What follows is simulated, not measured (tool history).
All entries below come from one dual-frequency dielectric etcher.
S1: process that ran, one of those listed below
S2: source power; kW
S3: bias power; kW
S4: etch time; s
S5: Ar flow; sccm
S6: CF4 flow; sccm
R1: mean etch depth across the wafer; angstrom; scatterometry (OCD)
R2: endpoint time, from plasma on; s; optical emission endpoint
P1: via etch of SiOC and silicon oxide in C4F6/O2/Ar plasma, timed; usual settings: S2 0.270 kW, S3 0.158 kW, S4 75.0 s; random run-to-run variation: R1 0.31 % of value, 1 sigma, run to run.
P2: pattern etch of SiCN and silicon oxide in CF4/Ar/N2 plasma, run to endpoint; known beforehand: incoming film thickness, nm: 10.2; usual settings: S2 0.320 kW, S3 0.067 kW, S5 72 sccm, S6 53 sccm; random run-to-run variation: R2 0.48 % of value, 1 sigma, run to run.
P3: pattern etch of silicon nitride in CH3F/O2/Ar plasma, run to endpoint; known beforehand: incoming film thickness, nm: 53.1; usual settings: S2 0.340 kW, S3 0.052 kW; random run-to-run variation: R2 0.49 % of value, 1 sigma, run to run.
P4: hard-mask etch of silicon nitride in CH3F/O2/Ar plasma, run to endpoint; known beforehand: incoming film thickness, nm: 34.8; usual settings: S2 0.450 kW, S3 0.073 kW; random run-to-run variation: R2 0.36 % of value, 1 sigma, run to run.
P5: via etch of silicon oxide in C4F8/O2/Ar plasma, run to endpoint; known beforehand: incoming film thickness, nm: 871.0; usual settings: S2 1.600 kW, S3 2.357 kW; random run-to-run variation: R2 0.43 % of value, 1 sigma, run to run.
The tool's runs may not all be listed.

{"run": 1, "hour": 6.1, "S1": "P1", "S2": 0.27, "S3": 0.158, "S4": 75.0, "R1": 685.94}
{"run": 2, "hour": 14.1, "S1": "P4", "S2": 0.61, "S3": 0.073, "R2": 41.26}
{"run": 3, "hour": 18.5, "S1": "P1", "S2": 0.27, "S3": 0.158, "S4": 105.0, "R1": 956.2}
{"run": 4, "hour": 27.7, "S1": "P1", "S2": 0.27, "S3": 0.158, "S4": 56.5, "R1": 513.35}
{"run": 5, "hour": 35.2, "S1": "P1", "S2": 0.27, "S3": 0.122, "S4": 75.0, "R1": 636.81}
{"run": 6, "hour": 42.9, "S1": "P1", "S2": 0.27, "S3": 0.195, "S4": 75.0, "R1": 730.59}
{"run": 7, "hour": 50.2, "S1": "P1", "S2": 0.36, "S3": 0.158, "S4": 75.0, "R1": 768.26}
{"run": 8, "hour": 57.4, "S1": "P5", "S2": 1.6, "S3": 2.357, "R2": 185.9}
{"run": 9, "hour": 62.5, "S1": "P3", "S2": 0.34, "S3": 0.071, "R2": 81.213}
{"run": 10, "hour": 68.8, "S1": "P2", "S2": 0.32, "S3": 0.067, "S5": 72, "S6": 53, "R2": 16.443}
{"run": 11, "hour": 77.8, "S1": "P4", "S2": 0.45, "S3": 0.073, "R2": 46.791}
{"run": 12, "hour": 86.5, "S1": "P3", "S2": 0.34, "S3": 0.052, "R2": 89.591}
{"run": 13, "hour": 95.8, "S1": "P2", "S2": 0.44, "S3": 0.067, "S5": 72, "S6": 53, "R2": 12.29}
{"run": 14, "hour": 105.2, "S1": "P2", "S2": 0.32, "S3": 0.067, "S5": 72, "S6": 71, "R2": 15.714}
{"run": 15, "hour": 110.7, "S1": "P1", "S2": 0.27, "S3": 0.158, "S4": 75.0, "R1": 683.92}
{"run": 16, "hour": 116.3, "S1": "P2", "S2": 0.32, "S3": 0.067, "S5": 72, "S6": 53, "R2": 16.425}
{"run": 17, "hour": 124.8, "S1": "P4", "S2": 0.45, "S3": 0.073, "R2": 46.568}
{"run": 18, "hour": 129.0, "S1": "P1", "S2": 0.27, "S3": 0.158, "S4": 75.0, "R1": 684.84}
{"run": 19, "hour": 134.8, "S1": "P4", "S2": 0.45, "S3": 0.045, "R2": 54.325}
{"run": 20, "hour": 139.6, "S1": "P1", "S2": 0.27, "S3": 0.119, "S4": 101.5, "R1": 850.01}
{"run": 21, "hour": 146.5, "S1": "P1", "S2": 0.27, "S3": 0.158, "S4": 75.0, "R1": 686.72}
{"run": 22, "hour": 152.7, "S1": "P1", "S2": 0.27, "S3": 0.158, "S4": 75.0, "R1": 687.81}
{"run": 23, "hour": 159.8, "S1": "P5", "S2": 0.96, "S3": 2.357, "R2": 225.09}
{"run": 24, "hour": 164.3, "S1": "P2", "S2": 0.32, "S3": 0.067, "S5": 42, "S6": 53, "R2": 15.22}
{"run": 25, "hour": 171.6, "S1": "P5", "S2": 1.6, "S3": 2.357, "R2": 184.44}
{"run": 26, "hour": 180.8, "S1": "P1", "S2": 0.2, "S3": 0.158, "S4": 49.5, "R1": 402.8}
{"run": 27, "hour": 186.9, "S1": "P1", "S2": 0.19, "S3": 0.158, "S4": 75.0, "R1": 601.31}
{"run": 28, "hour": 192.1, "S1": "P5", "S2": 1.6, "S3": 3.309, "R2": 165.58}
{"run": 29, "hour": 197.9, "S1": "P3", "S2": 0.22, "S3": 0.052, "R2": 106.64}
{"run": 30, "hour": 207.4, "S1": "P1", "S2": 0.27, "S3": 0.158, "S4": 75.0, "R1": 685.32}
{"run": 31, "hour": 211.6, "S1": "P2", "S2": 0.32, "S3": 0.086, "S5": 72, "S6": 53, "R2": 14.975}
{"run": 32, "hour": 217.5, "S1": "P1", "S2": 0.27, "S3": 0.158, "S4": 75.0, "R1": 685.95}
{"run": 33, "hour": 223.3, "S1": "P1", "S2": 0.27, "S3": 0.158, "S4": 75.0, "R1": 691.2}
{"run": 34, "hour": 229.6, "S1": "P1", "S2": 0.27, "S3": 0.158, "S4": 75.0, "R1": 695.02}
{"run": 35, "hour": 237.7, "S1": "P1", "S2": 0.27, "S3": 0.158, "S4": 75.0, "R1": 696.63}
{"run": 36, "hour": 243.0, "S1": "P1", "S2": 0.27, "S3": 0.158, "S4": 75.0, "R1": 693.63}
{"hour": 243.1, "done": "wet clean of the chamber"}
{"run": 37, "hour": 248.4, "S1": "P1", "S2": 0.27, "S3": 0.158, "S4": 75.0, "R1": 696.64}
{"run": 38, "hour": 257.7, "S1": "P1", "S2": 0.27, "S3": 0.158, "S4": 75.0, "R1": 694.99}

The log shows P1 creeping away from where it was. Any of the 2 causes listed here, at the size stated for it, fits the log just as well as the others:
A: bias power that arrives over what is set, % = 4.84
B: source power that arrives over what is set, % = 4.04
At approximately hour 217.5, the process output began to creep.
All other causes, with the reason each is excluded:
chamber walls in a state that raises the etch rate, %: was serviced at hour 243.1, once the creep was under way, yet the earlier output never came back

You are offered 4 check runs, listed below with question marks in place of their results; each one averages 3 wafers. Which run separates the listed causes by giving clearly different results for each?
{"run": "check 1", "hour": 267.0, "S1": "P4", "S2": 0.53, "S3": 0.045, "R2": "?"}
{"run": "check 2", "hour": 267.0, "S1": "P3", "S2": 0.24, "S3": 0.068, "R2": "?"}
{"run": "check 3", "hour": 267.0, "S1": "P5", "S2": 1.11, "S3": 2.357, "R2": "?"}
{"run": "check 4", "hour": 267.0, "S1": "P2", "S2": 0.32, "S3": 0.067, "S5": 46, "S6": 66, "R2": "?"}

What each check would give under each cause:
check=check_1 result=R2 if_A=50.303 if_B=50.221
check=check_2 result=R2 if_A=92.570 if_B=92.737
check=check_3 result=R2 if_A=209.790 if_B=209.610
check=check_4 result=R2 if_A=14.816 if_B=14.514
Smallest distance between any two causes, each pair judged by its most separating result, in per cent: check 1 0.16 %; check 2 0.18 %; check 3 0.08 %; check 4 2.06 %
Only in check 4 would the causes give clearly different results; in the remaining checks their results would be nearly the same.

The results of check 4 are: R2 14.484 s. Based on these, which of the listed causes is it?

The correct cause is B, namely: source power that arrives over what is set, %.
